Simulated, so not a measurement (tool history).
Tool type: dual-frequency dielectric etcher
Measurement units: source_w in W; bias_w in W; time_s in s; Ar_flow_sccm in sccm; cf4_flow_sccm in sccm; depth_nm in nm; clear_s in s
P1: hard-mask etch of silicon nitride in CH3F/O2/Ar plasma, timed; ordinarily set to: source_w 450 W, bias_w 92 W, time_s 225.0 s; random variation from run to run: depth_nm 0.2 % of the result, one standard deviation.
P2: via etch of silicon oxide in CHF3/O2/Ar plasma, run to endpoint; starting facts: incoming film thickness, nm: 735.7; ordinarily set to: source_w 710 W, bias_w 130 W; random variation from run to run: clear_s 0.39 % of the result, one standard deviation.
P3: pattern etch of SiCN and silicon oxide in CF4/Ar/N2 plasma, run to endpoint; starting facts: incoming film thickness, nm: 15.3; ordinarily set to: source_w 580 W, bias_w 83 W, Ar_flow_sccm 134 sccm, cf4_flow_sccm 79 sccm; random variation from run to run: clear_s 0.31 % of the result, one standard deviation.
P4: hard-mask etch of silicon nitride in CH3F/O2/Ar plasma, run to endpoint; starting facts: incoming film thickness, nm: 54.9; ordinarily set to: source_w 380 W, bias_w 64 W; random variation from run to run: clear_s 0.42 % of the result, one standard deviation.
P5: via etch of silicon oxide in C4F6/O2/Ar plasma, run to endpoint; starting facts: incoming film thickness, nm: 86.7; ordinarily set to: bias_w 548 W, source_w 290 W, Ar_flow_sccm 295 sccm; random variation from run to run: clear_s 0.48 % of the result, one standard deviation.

| run | hour | process | source_w | bias_w | time_s | Ar_flow_sccm | cf4_flow_sccm | hours since the last wet clean | hours since the last source power generator calibration | hours since the last bias power generator calibration | depth_nm | clear_s |
|---|---|---|---|---|---|---|---|---|---|---|---|---|
| 1 | 12.7 | P1 | 450 | 92 | 225.0 |  |  | 337.3 | 3111.4 | 1580.6 | 178.23 |  |
| 2 | 24.1 | P5 | 290 | 548 |  | 295 |  | 348.7 | 3122.8 | 1592.0 |  | 19.938 |
| 3 | 32.7 | P3 | 580 | 83 |  | 134 | 108 | 357.3 | 3131.4 | 1600.6 |  | 13.578 |
| 4 | 49.8 | P1 | 450 | 92 | 225.0 |  |  | 374.4 | 3148.5 | 1617.7 | 179.12 |  |
| 5 | 61.6 | P1 | 450 | 126 | 124.0 |  |  | 386.2 | 3160.3 | 1629.5 | 110.08 |  |
| 6 | 71.1 | P1 | 450 | 92 | 225.0 |  |  | 395.7 | 3169.8 | 1639.0 | 178.38 |  |
|  | 73.9 | bias power generator calibrated |
| 7 | 82.9 | P3 | 580 | 116 |  | 134 | 79 | 407.5 | 3181.6 | 9.1 |  | 12.608 |
| 8 | 93.3 | P1 | 450 | 92 | 225.0 |  |  | 417.9 | 3192.0 | 19.5 | 178.68 |  |
| 9 | 105.8 | P3 | 580 | 83 |  | 104 | 79 | 430.4 | 3204.5 | 32.0 |  | 13.700 |
| 10 | 121.8 | P1 | 450 | 92 | 324.5 |  |  | 446.4 | 3220.5 | 48.0 | 256.94 |  |
| 11 | 137.2 | P4 | 380 | 64 |  |  |  | 461.8 | 3235.9 | 63.4 |  | 86.175 |
| 12 | 150.4 | P5 | 390 | 548 |  | 295 |  | 475.0 | 3249.1 | 76.6 |  | 18.036 |
| 13 | 159.7 | P1 | 530 | 113 | 225.0 |  |  | 484.3 | 3258.4 | 85.9 | 204.76 |  |
| 14 | 172.9 | P5 | 290 | 548 |  | 295 |  | 497.5 | 3271.6 | 99.1 |  | 20.238 |
| 15 | 191.2 | P1 | 450 | 112 | 225.0 |  |  | 515.8 | 3289.9 | 117.4 | 191.86 |  |
| 16 | 200.8 | P1 | 450 | 92 | 225.0 |  |  | 525.4 | 3299.5 | 127.0 | 178.13 |  |
|  | 203.6 | wet clean of the chamber |
| 17 | 216.6 | P1 | 300 | 92 | 225.0 |  |  | 13.0 | 3315.3 | 142.8 | 153.08 |  |
| 18 | 232.5 | P1 | 450 | 92 | 225.0 |  |  | 28.9 | 3331.2 | 158.7 | 178.77 |  |
| 19 | 250.2 | P1 | 450 | 92 | 225.0 |  |  | 46.6 | 3348.9 | 176.4 | 178.40 |  |
|  | 262.7 | source power generator calibrated |
| 20 | 263.3 | P4 | 260 | 64 |  |  |  | 59.7 | 0.7 | 189.5 |  | 98.199 |
| 21 | 273.1 | P2 | 530 | 130 |  |  |  | 69.5 | 10.5 | 199.3 |  | 424.930 |
| 22 | 288.8 | P1 | 450 | 56 | 225.0 |  |  | 85.2 | 26.2 | 215.0 | 150.86 |  |
| 23 | 298.6 | P5 | 290 | 650 |  | 295 |  | 95.0 | 36.0 | 224.8 |  | 18.618 |
| 24 | 308.4 | P3 | 680 | 83 |  | 134 | 79 | 104.8 | 45.8 | 234.6 |  | 12.376 |
| 25 | 327.4 | P2 | 710 | 130 |  |  |  | 123.8 | 64.8 | 253.6 |  | 380.700 |
| 26 | 341.2 | P3 | 580 | 83 |  | 134 | 79 | 137.6 | 78.6 | 267.4 |  | 14.269 |
| 27 | 356.3 | P5 | 290 | 548 |  | 220 |  | 152.7 | 93.7 | 282.5 |  | 19.469 |
| 28 | 365.3 | P2 | 710 | 130 |  |  |  | 161.7 | 102.7 | 291.5 |  | 382.770 |
| 29 | 384.0 | P2 | 710 | 100 |  |  |  | 180.4 | 121.4 | 310.2 |  | 412.370 |
| 30 | 395.2 | P1 | 450 | 92 | 161.5 |  |  | 191.6 | 132.6 | 321.4 | 128.22 |  |
| 31 | 411.3 | P1 | 590 | 92 | 225.0 |  |  | 207.7 | 148.7 | 337.5 | 197.27 |  |
| 32 | 430.0 | P4 | 380 | 85 |  |  |  | 226.4 | 167.4 | 356.2 |  | 77.492 |
| 33 | 444.6 | P1 | 450 | 70 | 155.0 |  |  | 241.0 | 182.0 | 370.8 | 111.63 |  |
| 34 | 456.4 | P1 | 450 | 92 | 225.0 |  |  | 252.8 | 193.8 | 382.6 | 178.11 |  |
| 35 | 473.1 | P1 | 450 | 92 | 225.0 |  |  | 269.5 | 210.5 | 399.3 | 177.35 |  |
| 36 | 482.1 | P1 | 450 | 92 | 225.0 |  |  | 278.5 | 219.5 | 408.3 | 177.10 |  |
| 37 | 491.6 | P1 | 450 | 92 | 225.0 |  |  | 288.0 | 229.0 | 417.8 | 176.33 |  |
| 38 | 500.2 | P1 | 450 | 92 | 225.0 |  |  | 296.6 | 237.6 | 426.4 | 175.95 |  |
|  | 512.8 | wet clean of the chamber |
| 39 | 516.6 | P1 | 450 | 92 | 225.0 |  |  | 3.8 | 254.0 | 442.8 | 175.88 |  |
| 40 | 535.7 | P1 | 450 | 92 | 225.0 |  |  | 22.9 | 273.1 | 461.9 | 175.90 |  |
| 41 | 544.4 | P1 | 450 | 92 | 225.0 |  |  | 31.6 | 281.8 | 470.6 | 176.53 |  |
| 42 | 553.0 | P1 | 450 | 92 | 225.0 |  |  | 40.2 | 290.4 | 479.2 | 174.89 |  |
| 43 | 562.7 | P1 | 450 | 92 | 225.0 |  |  | 49.9 | 300.1 | 488.9 | 176.19 |  |
| 44 | 581.0 | P1 | 450 | 92 | 225.0 |  |  | 68.2 | 318.4 | 507.2 | 175.44 |  |
| 45 | 596.4 | P1 | 450 | 92 | 225.0 |  |  | 83.6 | 333.8 | 522.6 | 176.26 |  |

What P1 gives has crept away from where it was. These 2 causes fit the log equally well, each at the size given:
A: source power that arrives under what is set, % = 4.48
B: bias power that arrives under what is set, % = 4.7
Creep in the process output first set in at about hour 456.4.
Excluded causes, each with its reason:
chamber walls in a state that lowers the etch rate, %: was serviced at hour 512.8, once the creep was under way, yet the earlier output never came back

Of the 4 check runs listed below, each run on one wafer and each result written as a question mark, which would let you distinguish the listed causes because they would give clearly different results?
| check 1 | 611.8 | P2 | 710 | 108 |  |  |  |  |  |  |  | ? |
| check 2 | 611.8 | P4 | 380 | 75 |  |  |  |  |  |  |  | ? |
| check 3 | 611.8 | P3 | 580 | 83 |  | 134 | 93 |  |  |  |  | ? |
| check 4 | 611.8 | P5 | 380 | 548 |  | 295 |  |  |  |  |  | ? |

Check results expected under each cause:
| check | result | if A | if B |
|---|---|---|---|
| check 1 | clear_s | 410.180 | 408.520 |
| check 2 | clear_s | 82.525 | 82.469 |
| check 3 | clear_s | 14.460 | 14.117 |
| check 4 | clear_s | 18.496 | 18.522 |
Minimum pairwise separation of causes per check, each pair taken at its best-separating result: check 1 0.41 %; check 2 0.07 %; check 3 2.4 %; check 4 0.14 %
The other checks would show nearly matching results whichever cause is true, so check 3 is the only one that separates the causes.

The results of check 3 are: clear_s 14.060 s. Based on these, which of the listed causes is it?

The correct cause is B, namely: bias power that arrives under what is set, %.
